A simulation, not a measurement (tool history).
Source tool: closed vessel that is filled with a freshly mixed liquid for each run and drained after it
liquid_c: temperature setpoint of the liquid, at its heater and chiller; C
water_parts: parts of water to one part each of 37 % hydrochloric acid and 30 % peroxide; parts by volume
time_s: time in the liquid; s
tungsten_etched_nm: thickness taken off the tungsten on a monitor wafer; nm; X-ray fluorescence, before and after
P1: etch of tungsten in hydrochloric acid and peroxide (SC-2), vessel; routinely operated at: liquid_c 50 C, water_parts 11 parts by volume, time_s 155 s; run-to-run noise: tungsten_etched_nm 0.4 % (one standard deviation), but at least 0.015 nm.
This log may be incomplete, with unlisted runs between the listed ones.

run,hour,liquid_c,water_parts,time_s,hours since the thermometer was replaced,hours since the chemicals flow meter was replaced,hours since the drum of peroxide was connected,tungsten_etched_nm
1,11.9,50,11,155,1608.9,415.7,553,25.159
2,22.7,66.5,11,155,1619.7,426.5,563.8,71.983
3,32.3,50,11,155,1629.3,436.1,573.4,25.132
4,46.1,35.5,11,155,1643.1,449.9,587.2,9.1267
5,55.9,50,11,155,1652.9,459.7,597,25.186
6,65.3,50,11,155,1662.3,469.1,606.4,25.278
7,76.9,50,19.5,155,1673.9,480.7,618,15.272
8,92.1,50,4,285,1689.1,495.9,633.2,100.19
9,102.4,50,11,305,1699.4,506.2,643.5,49.54
10,117.6,50,4,155,1714.6,521.4,658.7,55.08
11,132.7,50,11,155,1729.7,536.5,673.8,25.322

What will run 12 give?
12,142,50,11,30,1739,545.8,683.1,?

{"run 12": {"tungsten_etched_nm": 4.9057}}
